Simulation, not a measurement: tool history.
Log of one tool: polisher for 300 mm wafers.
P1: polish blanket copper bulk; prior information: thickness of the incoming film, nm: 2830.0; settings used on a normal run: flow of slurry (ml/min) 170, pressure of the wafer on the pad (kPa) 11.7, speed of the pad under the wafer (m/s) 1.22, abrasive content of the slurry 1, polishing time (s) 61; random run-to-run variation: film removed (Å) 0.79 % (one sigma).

run,hour,flow of slurry (ml/min),pressure of the wafer on the pad (kPa),speed of the pad under the wafer (m/s),abrasive content of the slurry,polishing time (s),wafers polished on this pad,hours since the slurry nozzle was cleaned,hours since the head pressure was calibrated,hours since the slurry blender was calibrated,film removed (Å)
1,3.5,170,11.7,1.22,1,61,576,73.4,448.1,222.5,4411.5
2,10,170,11.7,0.78,1,61,641,79.9,454.6,229,2770.9
3,14,170,11.7,1.22,1,61,681,83.9,458.6,233,4345.8
4,21.3,250,11.7,1.22,1,61,753,91.2,465.9,240.3,4601.7
5,25.4,170,11.7,1.22,0.5,61,794,95.3,470,244.4,3832.2
6,28.9,170,11.7,1.22,1,61,829,98.8,473.5,247.9,4347.2
7,36.3,170,11.7,1.22,1,82,903,106.2,480.9,255.3,5909
8,42.3,170,11.7,1.22,1.45,61,963,112.2,486.9,261.3,4720.8
9,49.3,245,7.6,1.22,1,61,1033,119.2,493.9,268.3,3003.1
10,52.6,170,11.7,1.22,1,61,1066,122.5,497.2,271.6,4359.6
11,58.6,170,11.7,1.22,1,61,1126,128.5,503.2,277.6,4374.5
12,65.9,170,11.7,1.78,1,61,1199,135.8,510.5,284.9,6354.8
13,71.2,170,17.2,1.22,1,61,1252,141.1,515.8,290.2,6527.7
14,76.6,170,8.3,1.22,1,61,1305,146.5,521.2,295.6,3081.8
15,80,110,6.9,1.22,1,61,1339,149.9,524.6,299,2352.3
16,86.2,170,11.7,1.22,1,30,1401,156.1,530.8,305.2,2136.4
17,91.7,115,11.7,1.22,1,61,1456,161.6,536.3,310.7,4106.4
18,98.7,170,11.7,1.22,1,61,1526,168.6,543.3,317.7,4331
19,103.4,170,11.7,1.22,1,61,1573,173.3,548,322.4,4256.4
20,108.5,170,11.7,1.22,1,61,1624,178.4,553.1,327.5,4142.4
21,113.4,170,11.7,1.22,1,61,1673,183.3,558,332.4,4091.8
# hour 118.4: head pressure recalibrated
22,120.5,170,11.7,1.22,1,61,1744,190.4,2.2,339.5,4057.8
23,124.5,170,11.7,1.22,1,61,1784,194.4,6.2,343.5,4038.7
24,127.9,170,11.7,1.22,1,61,1818,197.8,9.6,346.9,3945.1
# hour 129.1: slurry blender recalibrated
25,132.2,170,11.7,1.22,1,61,1860,202.1,13.9,3.2,3933.2
26,136.2,170,11.7,1.22,1,61,1900,206.1,17.9,7.2,4012
27,140.5,170,11.7,1.22,1,61,1943,210.4,22.2,11.5,3988

Compared with where it was, what P1 gives has crept away. Each cause listed below fits the log as well as the rest, at the size given for it:
A: removal rate lost through wear of the pad, % = 8.61
B: slurry flow missing at the pad, % = 37.5
At approximately hour 98.7, the process output began to creep.
Each remaining cause and why it is not a fit:
head's pressure below its setpoint, %: was serviced at hour 118.4, once the creep was under way, yet the earlier output never came back
abrasive missing from the slurry, %: was serviced at hour 129.1, once the creep was under way, yet the earlier output never came back

Consider the 4 check runs below, whose results appear as question marks and each of which averages 5 wafers. Which one distinguishes the causes, in that each cause would give it a clearly different result?
check 1,144.8,170,11.7,0.92,1,61,,,,,?
check 2,144.8,250,11.7,1.22,1,30,,,,,?
check 3,144.8,170,11.7,1.5,1,61,,,,,?
check 4,144.8,170,11.7,1.74,0.5,61,,,,,?

Outcome of each check run for each possible cause:
check,result,if A,if B
check 1,film removed (Å),3007.1,3007.2
check 2,film removed (Å),2060.6,2117.3
check 3,film removed (Å),4902.8,4903
check 4,film removed (Å),4933,4933.3
Per check, the gap between the least separated pair of causes, taken in the result that splits them most: check 1 0 %; check 2 2.71 %; check 3 0 %; check 4 0 %
Only check 2 tells the causes apart: in the others they would give nearly the same result.

Then check 2 was run and gave: film removed (Å) 2058.4. Which cause is it?

Of the candidate causes, it is A: removal rate lost through wear of the pad, %.

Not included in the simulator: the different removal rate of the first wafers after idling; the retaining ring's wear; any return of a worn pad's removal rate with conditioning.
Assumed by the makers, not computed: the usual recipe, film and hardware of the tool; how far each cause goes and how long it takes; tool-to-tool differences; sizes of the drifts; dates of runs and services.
